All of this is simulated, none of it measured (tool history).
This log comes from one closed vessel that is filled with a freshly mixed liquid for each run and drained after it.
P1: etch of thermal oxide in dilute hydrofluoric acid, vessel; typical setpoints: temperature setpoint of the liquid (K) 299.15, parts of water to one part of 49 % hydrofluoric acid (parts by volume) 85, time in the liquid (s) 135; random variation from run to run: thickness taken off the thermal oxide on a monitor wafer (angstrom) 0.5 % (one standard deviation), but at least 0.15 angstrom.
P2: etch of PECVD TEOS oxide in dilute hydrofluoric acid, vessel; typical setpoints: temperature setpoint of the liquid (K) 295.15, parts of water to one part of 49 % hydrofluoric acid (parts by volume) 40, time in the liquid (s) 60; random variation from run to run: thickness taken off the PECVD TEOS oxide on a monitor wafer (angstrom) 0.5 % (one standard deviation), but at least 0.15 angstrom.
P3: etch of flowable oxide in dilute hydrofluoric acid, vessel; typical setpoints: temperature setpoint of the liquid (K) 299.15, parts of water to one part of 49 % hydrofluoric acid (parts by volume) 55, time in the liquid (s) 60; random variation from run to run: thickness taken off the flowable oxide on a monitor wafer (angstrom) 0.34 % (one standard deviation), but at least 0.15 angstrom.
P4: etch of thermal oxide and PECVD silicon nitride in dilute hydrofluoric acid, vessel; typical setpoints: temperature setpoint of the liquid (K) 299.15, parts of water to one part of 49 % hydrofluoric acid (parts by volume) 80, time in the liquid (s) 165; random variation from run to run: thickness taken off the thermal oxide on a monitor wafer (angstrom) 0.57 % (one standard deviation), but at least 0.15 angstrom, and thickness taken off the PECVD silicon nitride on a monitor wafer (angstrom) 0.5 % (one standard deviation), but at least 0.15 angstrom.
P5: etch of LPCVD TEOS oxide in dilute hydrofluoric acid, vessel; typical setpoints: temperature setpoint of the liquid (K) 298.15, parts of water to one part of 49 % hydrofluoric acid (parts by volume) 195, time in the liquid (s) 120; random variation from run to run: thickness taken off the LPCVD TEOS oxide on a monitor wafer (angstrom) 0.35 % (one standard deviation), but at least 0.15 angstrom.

run     day  process that ran  temperature setpoint of the liquid (K)  parts of water to one part of 49 % hydrofluoric acid (parts by volume)  time in the liquid (s)  thickness taken off the thermal oxide on a monitor wafer (angstrom)  thickness taken off the flowable oxide on a monitor wafer (angstrom)  thickness taken off the LPCVD TEOS oxide on a monitor wafer (angstrom)  thickness taken off the PECVD silicon nitride on a monitor wafer (angstrom)  thickness taken off the PECVD TEOS oxide on a monitor wafer (angstrom)
  1   0.467                P1                                  299.15                                                                      85                     135                                                               77.202
  2   0.971                P3                                  299.15                                                                      55                      30                                                                                                                                     174.72
  3   1.396                P1                                  299.15                                                                     150                      80                                                               24.086
  4   1.850                P3                                  299.15                                                                      55                      60                                                                                                                                     349.95
  5   2.167                P5                                  298.15                                                                     195                     120                                                                                                                                                                                                             99.273
  6   2.550                P3                                  299.15                                                                      55                      60                                                                                                                                     350.59
  7   2.996                P1                                  304.65                                                                      85                     135                                                               96.488
      3.083  -- hydrofluoric acid flow meter replaced
  8   3.438                P1                                  299.15                                                                      85                     135                                                               78.434
  9   3.758                P4                                  299.15                                                                      80                     165                                                              106.590                                                                                                                                                                                                                     97.792
 10   4.079                P2                                  295.15                                                                      40                      60                                                                                                                                                                                                                                                                                                                                                                 172.680
 11   4.546                P5                                  298.15                                                                     195                      50                                                                                                                                                                                                             40.870
 12   4.883                P4                                  291.15                                                                      80                     165                                                               77.272                                                                                                                                                                                                                     56.588
 13   5.238                P5                                  292.15                                                                     195                     120                                                                                                                                                                                                             79.625
 14   5.725                P1                                  294.15                                                                      85                     135                                                               64.040
 15   6.154                P1                                  299.15                                                                      85                     135                                                               78.322
 16   6.538                P5                                  298.15                                                                     195                     120                                                                                                                                                                                                             98.961
 17   6.821                P2                                  295.15                                                                      75                      60                                                                                                                                                                                                                                                                                                                                                                  87.789
 18   7.321                P1                                  299.15                                                                      85                      30                                                               17.635
 19   7.625                P4                                  299.15                                                                      80                      60                                                               39.095                                                                                                                                                                                                                     35.598
 20   7.858                P3                                  292.15                                                                      55                      60                                                                                                                                     263.26
 21   8.125                P2                                  303.15                                                                      40                      60                                                                                                                                                                                                                                                                                                                                                                 236.980
 22   8.358                P1                                  299.15                                                                      85                     135                                                               77.716
 23   8.788                P1                                  299.15                                                                      85                     205                                                              118.800
 24   9.071                P1                                  299.15                                                                      85                     135                                                               78.513
 25   9.338                P2                                  295.15                                                                      40                     105                                                                                                                                                                                                                                                                                                                                                                 303.540
 26   9.679                P1                                  299.15                                                                      25                     135                                                              288.120
 27  10.062                P5                                  298.15                                                                     335                     120                                                                                                                                                                                                             49.836
 28  10.292                P1                                  299.15                                                                     120                     135                                                               53.298
 29  10.796                P1                                  299.15                                                                      85                     135                                                               78.213
 30  11.071                P4                                  299.15                                                                     120                     165                                                               67.339                                                                                                                                                                                                                     65.083
 31  11.429                P3                                  299.15                                                                      20                      60                                                                                                                                    1009.80
 32  11.762                P1                                  299.15                                                                      85                     135                                                               77.768
 33  12.100                P1                                  299.15                                                                      85                     135                                                               76.134
 34  12.396                P1                                  299.15                                                                      85                     135                                                               75.396
 35  12.788                P1                                  299.15                                                                      85                     135                                                               74.263
 36  13.188                P1                                  299.15                                                                      85                     135                                                               73.180
 37  13.671                P1                                  299.15                                                                      85                     135                                                               73.287
 38  14.083                P1                                  299.15                                                                      85                     135                                                               72.402
 39  14.300                P1                                  299.15                                                                      85                     135                                                               73.017
 40  14.567                P1                                  299.15                                                                      85                     135                                                               72.384
 41  14.979                P1                                  299.15                                                                      85                     135                                                               72.645
 42  15.283                P1                                  299.15                                                                      85                     135                                                               72.718

What P1 gives has crept off from where it sat before. The 2 causes that follow fit the log equally well, each at the size noted:
A: hydrofluoric acid flow below the setpoint (%) = 6.41
B: liquid colder than its thermometer reads (K) = 1.87
The drift started at roughly day 11.762.

Each of the 4 check runs below uses one wafer; its results are left as question marks. Which run tells the causes apart?
check 1  15.588                P2                                  295.15                                                                      70                      60                                                                                                                                                                                                                                                                                                                                                                       ?
check 2  15.588                P4                                  299.15                                                                     110                     165                                                                    ?                                                                                                                                                                                                                          ?
check 3  15.588                P5                                  295.15                                                                     195                     120                                                                                                                                                                                                                  ?
check 4  15.588                P3                                  293.65                                                                      55                      60                                                                                                                                          ?

Check results expected under each cause:
  check                                                                       result    if A    if B
check 1       thickness taken off the PECVD TEOS oxide on a monitor wafer (angstrom)  88.296  87.802
check 2          thickness taken off the thermal oxide on a monitor wafer (angstrom)  69.054  69.253
check 2  thickness taken off the PECVD silicon nitride on a monitor wafer (angstrom)  66.486  62.880
check 3       thickness taken off the LPCVD TEOS oxide on a monitor wafer (angstrom)  81.731  82.418
check 4         thickness taken off the flowable oxide on a monitor wafer (angstrom)  260.08  257.85
Distance between the nearest two causes, measured in the result of the check that separates them most: check 1 0.56 %; check 2 5.58 %; check 3 0.84 %; check 4 0.86 %
Check 2 tells the causes apart: in the others they would give nearly the same result.

With check 2 done, the readings were: thickness taken off the thermal oxide on a monitor wafer (angstrom) 69.173; thickness taken off the PECVD silicon nitride on a monitor wafer (angstrom) 62.849. Identify which of the listed causes applies.

It is B: liquid colder than its thermometer reads (K).

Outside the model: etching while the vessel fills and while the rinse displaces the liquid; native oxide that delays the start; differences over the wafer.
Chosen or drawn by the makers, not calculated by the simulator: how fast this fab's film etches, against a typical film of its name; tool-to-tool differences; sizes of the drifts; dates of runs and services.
